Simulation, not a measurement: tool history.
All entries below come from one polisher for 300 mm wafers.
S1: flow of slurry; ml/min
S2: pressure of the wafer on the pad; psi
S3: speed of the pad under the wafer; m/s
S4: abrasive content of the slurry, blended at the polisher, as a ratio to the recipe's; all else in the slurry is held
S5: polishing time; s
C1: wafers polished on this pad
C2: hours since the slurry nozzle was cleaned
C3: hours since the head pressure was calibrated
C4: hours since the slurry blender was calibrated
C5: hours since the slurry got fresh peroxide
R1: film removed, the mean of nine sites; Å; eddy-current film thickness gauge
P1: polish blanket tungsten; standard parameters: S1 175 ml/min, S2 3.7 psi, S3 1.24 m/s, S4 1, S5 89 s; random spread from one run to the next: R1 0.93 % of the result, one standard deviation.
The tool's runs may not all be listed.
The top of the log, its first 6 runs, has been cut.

At hour 25.9: slurry blender recalibrated.
Run 7, hour 30.6: S1 175 ml/min, S2 3.7 psi, S3 1.24 m/s, S4 1, S5 89 s; C1 994; C2 445.7; C3 206; C4 4.8; C5 74.4. Result: R1 5256.2 Å.
Run 8, hour 33.7: S1 105 ml/min, S2 3.7 psi, S3 1.9 m/s, S4 1, S5 89 s; C1 1024; C2 448.8; C3 209.1; C4 7.9; C5 77.5. Result: R1 7215.6 Å.
Run 9, hour 37: S1 175 ml/min, S2 3.7 psi, S3 1.24 m/s, S4 1, S5 89 s; C1 1056; C2 452.1; C3 212.4; C4 11.2; C5 80.8. Result: R1 5216.8 Å.
Run 10, hour 40.5: S1 175 ml/min, S2 3.7 psi, S3 1.24 m/s, S4 1.5, S5 89 s; C1 1089; C2 455.6; C3 215.9; C4 14.7; C5 84.3. Result: R1 5699.4 Å.
Run 11, hour 44: S1 175 ml/min, S2 1.9 psi, S3 1.24 m/s, S4 1, S5 89 s; C1 1123; C2 459.1; C3 219.4; C4 18.2; C5 87.8. Result: R1 2621.1 Å.
Run 12, hour 47.6: S1 175 ml/min, S2 3.7 psi, S3 1.78 m/s, S4 1, S5 89 s; C1 1157; C2 462.7; C3 223; C4 21.8; C5 91.4. Result: R1 7484.1 Å.
Run 13, hour 53: S1 175 ml/min, S2 5.8 psi, S3 1.24 m/s, S4 1, S5 89 s; C1 1209; C2 468.1; C3 228.4; C4 27.2; C5 96.8. Result: R1 8324.4 Å.
Run 14, hour 56.6: S1 175 ml/min, S2 3.7 psi, S3 1.24 m/s, S4 1, S5 115 s; C1 1243; C2 471.7; C3 232; C4 30.8; C5 100.4. Result: R1 6694.7 Å.
Run 15, hour 61.2: S1 175 ml/min, S2 3.7 psi, S3 1.24 m/s, S4 1, S5 89 s; C1 1287; C2 476.3; C3 236.6; C4 35.4; C5 105. Result: R1 5233.7 Å.

What does the tool deliver on the next run?
Run 16, hour 65.4: S1 175 ml/min, S2 3.7 psi, S3 0.84 m/s, S4 1, S5 89 s; C1 1328; C2 480.5; C3 240.8; C4 39.6; C5 109.2. Result: R1 ?.

R1: 3507.3 Å
